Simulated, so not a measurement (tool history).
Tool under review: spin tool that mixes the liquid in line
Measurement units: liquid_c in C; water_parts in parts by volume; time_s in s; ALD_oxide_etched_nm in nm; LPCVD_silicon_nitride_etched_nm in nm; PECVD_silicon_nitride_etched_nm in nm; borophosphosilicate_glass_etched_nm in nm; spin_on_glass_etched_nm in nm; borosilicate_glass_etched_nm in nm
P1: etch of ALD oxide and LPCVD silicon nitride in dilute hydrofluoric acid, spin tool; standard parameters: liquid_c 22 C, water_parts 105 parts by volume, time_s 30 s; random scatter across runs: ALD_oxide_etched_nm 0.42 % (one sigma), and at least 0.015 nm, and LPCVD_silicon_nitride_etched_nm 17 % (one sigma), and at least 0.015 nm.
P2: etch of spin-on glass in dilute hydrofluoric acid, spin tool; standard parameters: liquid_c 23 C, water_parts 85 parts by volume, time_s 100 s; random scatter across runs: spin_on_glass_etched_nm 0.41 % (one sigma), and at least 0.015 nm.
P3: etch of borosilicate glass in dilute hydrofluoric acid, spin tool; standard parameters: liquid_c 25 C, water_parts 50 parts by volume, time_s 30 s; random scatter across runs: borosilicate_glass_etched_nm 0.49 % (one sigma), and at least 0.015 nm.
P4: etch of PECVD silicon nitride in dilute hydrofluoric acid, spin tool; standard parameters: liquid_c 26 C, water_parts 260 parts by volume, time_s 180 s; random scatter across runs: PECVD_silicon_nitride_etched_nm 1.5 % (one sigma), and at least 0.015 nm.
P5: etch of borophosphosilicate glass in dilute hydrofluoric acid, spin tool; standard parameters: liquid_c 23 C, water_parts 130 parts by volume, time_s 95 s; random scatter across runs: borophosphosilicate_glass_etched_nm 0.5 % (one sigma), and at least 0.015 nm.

| run | day | process | liquid_c | water_parts | time_s | hours since the thermometer was replaced | hours since the hydrofluoric acid flow meter was replaced | ALD_oxide_etched_nm | LPCVD_silicon_nitride_etched_nm | PECVD_silicon_nitride_etched_nm | borophosphosilicate_glass_etched_nm | spin_on_glass_etched_nm | borosilicate_glass_etched_nm |
|---|---|---|---|---|---|---|---|---|---|---|---|---|---|
| 1 | 0.654 | P1 | 22 | 105 | 30 | 478.3 | 1239.8 | 7.583 | 0.1431 |  |  |  |  |
| 2 | 1.179 | P1 | 22 | 105 | 30 | 490.9 | 1252.4 | 7.5084 | 0.09717 |  |  |  |  |
| 3 | 1.6 | P4 | 26 | 260 | 50 | 501 | 1262.5 |  |  | 0.50067 |  |  |  |
| 4 | 2.042 | P4 | 26 | 260 | 180 | 511.6 | 1273.1 |  |  | 1.8762 |  |  |  |
| 5 | 2.388 | P1 | 22 | 105 | 15 | 519.9 | 1281.4 | 3.7469 | 0.099881 |  |  |  |  |
| 6 | 2.738 | P1 | 22 | 105 | 30 | 528.3 | 1289.8 | 7.4395 | 0.10913 |  |  |  |  |
| 7 | 3.221 | P5 | 23 | 130 | 95 | 539.9 | 1301.4 |  |  |  | 30.181 |  |  |
| 8 | 3.608 | P1 | 17 | 105 | 30 | 549.2 | 1310.7 | 6.145 | 0.10404 |  |  |  |  |
| 9 | 3.946 | P1 | 25.5 | 105 | 30 | 557.3 | 1318.8 | 8.5976 | 0.16158 |  |  |  |  |
| 10 | 4.354 | P2 | 23 | 85 | 100 | 567.1 | 1328.6 |  |  |  |  | 32.045 |  |
| 11 | 4.654 | P5 | 23 | 30 | 95 | 574.3 | 1335.8 |  |  |  | 148.68 |  |  |
| 12 | 5.05 | P3 | 18.5 | 50 | 30 | 583.8 | 1345.3 |  |  |  |  |  | 19.23 |
| 13 | 5.546 | P4 | 26 | 95 | 180 | 595.7 | 1357.2 |  |  | 4.9152 |  |  |  |
| 14 | 5.925 | P2 | 23 | 140 | 100 | 604.8 | 1366.3 |  |  |  |  | 18.372 |  |
| 15 | 6.375 | P1 | 22 | 40 | 30 | 615.6 | 1377.1 | 21.304 | 0.30039 |  |  |  |  |
| 16 | 6.712 | P3 | 25 | 50 | 15 | 623.7 | 1385.2 |  |  |  |  |  | 12.726 |
| 17 | 7.288 | P4 | 18.5 | 260 | 180 | 637.5 | 1399 |  |  | 1.1598 |  |  |  |
| 18 | 7.908 | P2 | 18.5 | 85 | 100 | 652.4 | 1413.9 |  |  |  |  | 26.545 |  |
| 19 | 8.258 | P5 | 23 | 130 | 165 | 660.8 | 1422.3 |  |  |  | 52.577 |  |  |
| 20 | 8.933 | P3 | 25 | 80 | 30 | 677 | 1438.5 |  |  |  |  |  | 15.099 |
| 21 | 9.533 | P3 | 25 | 50 | 30 | 691.4 | 1452.9 |  |  |  |  |  | 25.42 |
| 22 | 10.2 | P1 | 22 | 105 | 30 | 707.4 | 1468.9 | 7.539 | 0.058979 |  |  |  |  |
| 23 | 10.838 | P1 | 22 | 105 | 30 | 722.7 | 1484.2 | 7.4439 | 0.1203 |  |  |  |  |
| 24 | 11.221 | P5 | 31 | 130 | 95 | 731.9 | 1493.4 |  |  |  | 41.3 |  |  |
| 25 | 11.542 | P2 | 23 | 85 | 100 | 739.6 | 1501.1 |  |  |  |  | 31.732 |  |
| 26 | 11.958 | P4 | 26 | 260 | 180 | 749.6 | 1511.1 |  |  | 1.8678 |  |  |  |
| 27 | 12.304 | P1 | 22 | 105 | 65 | 757.9 | 1519.4 | 16.269 | 0.21555 |  |  |  |  |
| 28 | 12.912 | P1 | 29.5 | 45 | 30 | 772.5 | 1534 | 25.556 | 0.53722 |  |  |  |  |
| 29 | 13.429 | P1 | 22 | 105 | 30 | 784.9 | 1546.4 | 7.5092 | 0.15204 |  |  |  |  |
| 30 | 13.988 | P1 | 22 | 180 | 30 | 798.3 | 1559.8 | 4.054 | 0.07471 |  |  |  |  |
| 31 | 14.492 | P2 | 23 | 85 | 200 | 810.4 | 1571.9 |  |  |  |  | 63.698 |  |
| 32 | 15.029 | P1 | 22 | 105 | 30 | 823.3 | 1584.8 | 7.51 | 0.13695 |  |  |  |  |
| 33 | 15.508 | P1 | 22 | 105 | 30 | 834.8 | 1596.3 | 7.5823 | 0.086518 |  |  |  |  |
| 34 | 16.146 | P1 | 22 | 105 | 30 | 850.1 | 1611.6 | 7.2835 | 0.10517 |  |  |  |  |
| 35 | 16.817 | P1 | 22 | 105 | 30 | 866.2 | 1627.7 | 7.1333 | 0.11874 |  |  |  |  |
| 36 | 17.379 | P1 | 22 | 105 | 30 | 879.7 | 1641.2 | 7.1284 | 0.078824 |  |  |  |  |
| 37 | 17.779 | P1 | 22 | 105 | 30 | 889.3 | 1650.8 | 7.01 | 0.092728 |  |  |  |  |
| 38 | 18.096 | P1 | 22 | 105 | 30 | 896.9 | 1658.4 | 7.0632 | 0.14535 |  |  |  |  |
| 39 | 18.604 | P1 | 22 | 105 | 30 | 909.1 | 1670.6 | 7.0062 | 0.12546 |  |  |  |  |
| 40 | 19.129 | P1 | 22 | 105 | 30 | 921.7 | 1683.2 | 7.0249 | 0.11905 |  |  |  |  |

P1 no longer gives what it gave before; its output has crept away from where it was. The following 2 causes, each at its listed size, fit the log equally well:
A: hydrofluoric acid flow below the setpoint (%) = 5.56
B: liquid colder than its thermometer reads (K) = 1.6
The drift started at roughly day 15.508.

4 check runs are offered, each on 5 wafers whose results are averaged, their results left as question marks. Which one tells the causes apart?
| check 1 | 19.654 | P4 | 20.5 | 150 | 180 |  |  |  |  | ? |  |  |  |
| check 2 | 19.654 | P3 | 19 | 80 | 30 |  |  |  |  |  |  |  | ? |
| check 3 | 19.654 | P5 | 30.5 | 60 | 95 |  |  |  |  |  | ? |  |  |
| check 4 | 19.654 | P2 | 23 | 125 | 195 |  |  |  |  |  |  | ? |  |

What every check run would give for each of its results, assuming each possible cause in turn:
| check | result | if A | if B |
|---|---|---|---|
| check 1 | PECVD_silicon_nitride_etched_nm | 2.1242 | 2.0179 |
| check 2 | borosilicate_glass_etched_nm | 11.17 | 11.113 |
| check 3 | borophosphosilicate_glass_etched_nm | 90.602 | 90.621 |
| check 4 | spin_on_glass_etched_nm | 37.911 | 38 |
Distance between the nearest two causes, measured in the result of the check that separates them most: check 1 5.14 %; check 2 0.51 %; check 3 0.02 %; check 4 0.23 %
Check 1 is the one run that separates the causes; every other check would come out nearly the same whichever cause is at work.

Here is what check 1 returned: PECVD_silicon_nitride_etched_nm 2.1101 nm. Which cause is it?

It was cause A: hydrofluoric acid flow below the setpoint (%).
